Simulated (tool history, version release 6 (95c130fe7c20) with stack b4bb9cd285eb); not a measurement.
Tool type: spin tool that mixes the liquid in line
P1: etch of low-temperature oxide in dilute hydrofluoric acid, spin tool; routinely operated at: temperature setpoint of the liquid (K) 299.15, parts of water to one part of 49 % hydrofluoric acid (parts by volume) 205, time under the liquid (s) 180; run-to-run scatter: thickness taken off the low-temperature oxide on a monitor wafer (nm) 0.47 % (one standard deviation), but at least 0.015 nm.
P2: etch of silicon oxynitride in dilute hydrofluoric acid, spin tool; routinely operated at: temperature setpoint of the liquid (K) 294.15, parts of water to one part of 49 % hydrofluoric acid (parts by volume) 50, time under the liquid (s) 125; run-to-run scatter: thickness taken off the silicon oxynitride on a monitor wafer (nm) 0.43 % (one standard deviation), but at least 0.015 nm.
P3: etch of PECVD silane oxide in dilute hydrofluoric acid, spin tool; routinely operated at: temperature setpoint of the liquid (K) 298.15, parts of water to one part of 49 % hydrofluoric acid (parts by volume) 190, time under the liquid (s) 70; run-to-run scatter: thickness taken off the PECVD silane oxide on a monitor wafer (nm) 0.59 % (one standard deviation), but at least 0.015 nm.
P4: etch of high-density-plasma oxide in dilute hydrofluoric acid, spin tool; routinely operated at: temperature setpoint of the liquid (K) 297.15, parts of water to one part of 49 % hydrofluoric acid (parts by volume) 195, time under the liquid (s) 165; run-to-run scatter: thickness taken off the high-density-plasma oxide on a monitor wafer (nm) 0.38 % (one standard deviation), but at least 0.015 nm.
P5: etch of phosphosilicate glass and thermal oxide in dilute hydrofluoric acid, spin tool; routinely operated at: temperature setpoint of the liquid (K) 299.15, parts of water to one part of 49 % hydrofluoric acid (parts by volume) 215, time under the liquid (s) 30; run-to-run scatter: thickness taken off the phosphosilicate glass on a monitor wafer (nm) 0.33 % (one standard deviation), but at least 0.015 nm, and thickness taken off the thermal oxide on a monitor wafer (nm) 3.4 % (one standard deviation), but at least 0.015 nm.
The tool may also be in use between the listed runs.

run	hour	process that ran	temperature setpoint of the liquid (K)	parts of water to one part of 49 % hydrofluoric acid (parts by volume)	time under the liquid (s)	thickness taken off the low-temperature oxide on a monitor wafer (nm)	thickness taken off the PECVD silane oxide on a monitor wafer (nm)	thickness taken off the high-density-plasma oxide on a monitor wafer (nm)	thickness taken off the phosphosilicate glass on a monitor wafer (nm)	thickness taken off the thermal oxide on a monitor wafer (nm)	thickness taken off the silicon oxynitride on a monitor wafer (nm)
1	7.2	P1	299.15	205	180	15.9190					
2	19.2	P3	298.15	325	70		2.6661				
3	29.6	P4	297.15	195	165			5.3694			
4	38.8	P1	299.15	205	280	24.7080					
5	44.8	P3	303.15	190	70		6.3672				
6	53.6	P5	294.15	215	30				12.738	0.51170	
7	64.4	P1	299.15	355	180	7.9139					
8	77.1	P2	294.15	50	125						10.5300
9	85.5	P1	299.15	205	180	15.9900					
10	97.7	P1	299.15	205	180	15.8360					
11	111.1	P1	299.15	205	180	15.9670					
12	124.1	P3	298.15	190	70		5.2667				
13	133.8	P2	294.15	75	125						6.9132
14	147.7	P5	299.15	215	45				22.869	0.98694	
15	157.0	P2	301.15	50	125						14.8320
16	170.2	P1	299.15	205	180	15.8310					
17	181.9	P3	298.15	190	125		9.3836				
18	193.5	P4	297.15	195	165			5.3476			
19	204.6	P4	297.15	195	40			1.2986			
20	212.4	P4	305.15	195	165			7.1212			
21	221.4	P5	299.15	215	30				15.334	0.62226	
22	233.7	P1	299.15	205	180	15.8490					
23	241.7	P4	297.15	300	165			3.0937			
24	248.1	P1	292.15	205	180	12.2730					
25	257.0	P1	299.15	75	180	51.0820					
26	269.3	P1	304.65	205	180	19.4460					
27	276.1	P2	294.15	50	15						1.2717
28	287.1	P2	294.15	50	125						10.5880
29	297.8	P1	299.15	205	15	1.3197					
30	307.9	P1	302.65	205	320	32.2450					
31	318.4	P1	299.15	205	180	15.8270					
32	325.8	P5	299.15	30	30				138.850	5.48270	
33	334.9	P1	299.15	205	180	15.8570					
34	345.4	P1	299.15	205	180	15.5290					
35	356.5	P1	299.15	205	180	15.2760					
36	370.3	P1	299.15	205	180	15.0870					
37	379.6	P1	299.15	205	180	15.0710					
38	392.6	P1	299.15	205	180	14.9280					
39	406.2	P1	299.15	205	180	14.7530					
40	413.8	P1	299.15	205	180	14.7930					
41	422.2	P1	299.15	205	180	14.8710					
42	428.2	P1	299.15	205	180	14.8240					

The log shows P1 creeping away from where it was. Any of the 2 causes listed here, at the size stated for it, fits the log just as well as the others:
A: hydrofluoric acid flow below the setpoint (%) = 5.6
B: liquid colder than its thermometer reads (K) = 1.96
The drift started at roughly hour 334.9.

Below are 4 check runs, each on a single wafer, with their results shown as question marks. Which of them would tell the listed causes apart, meaning the causes would give clearly different results under it?
check 1	434.2	P2	294.15	50	125						?
check 2	434.2	P5	299.15	215	30				?	?	
check 3	434.2	P4	297.15	195	165			?			
check 4	434.2	P3	298.15	190	70		?				

Predicted outcomes, by check and by cause:
check	result	if A	if B
check 1	thickness taken off the silicon oxynitride on a monitor wafer (nm)	9.9470	9.5690
check 2	thickness taken off the phosphosilicate glass on a monitor wafer (nm)	14.269	14.279
check 2	thickness taken off the thermal oxide on a monitor wafer (nm)	0.57701	0.57741
check 3	thickness taken off the high-density-plasma oxide on a monitor wafer (nm)	4.9795	4.9626
check 4	thickness taken off the PECVD silane oxide on a monitor wafer (nm)	4.9032	4.8893
Per check, the gap between the least separated pair of causes, taken in the result that splits them most: check 1 3.87 %; check 2 0.07 %; check 3 0.34 %; check 4 0.28 %
Only in check 1 would the causes give clearly different results; in the remaining checks their results would be nearly the same.

Check 1 was carried out, with these results: thickness taken off the silicon oxynitride on a monitor wafer (nm) 9.5543. Which of the listed causes is responsible?

Of the candidate causes, it is B: liquid colder than its thermometer reads (K).
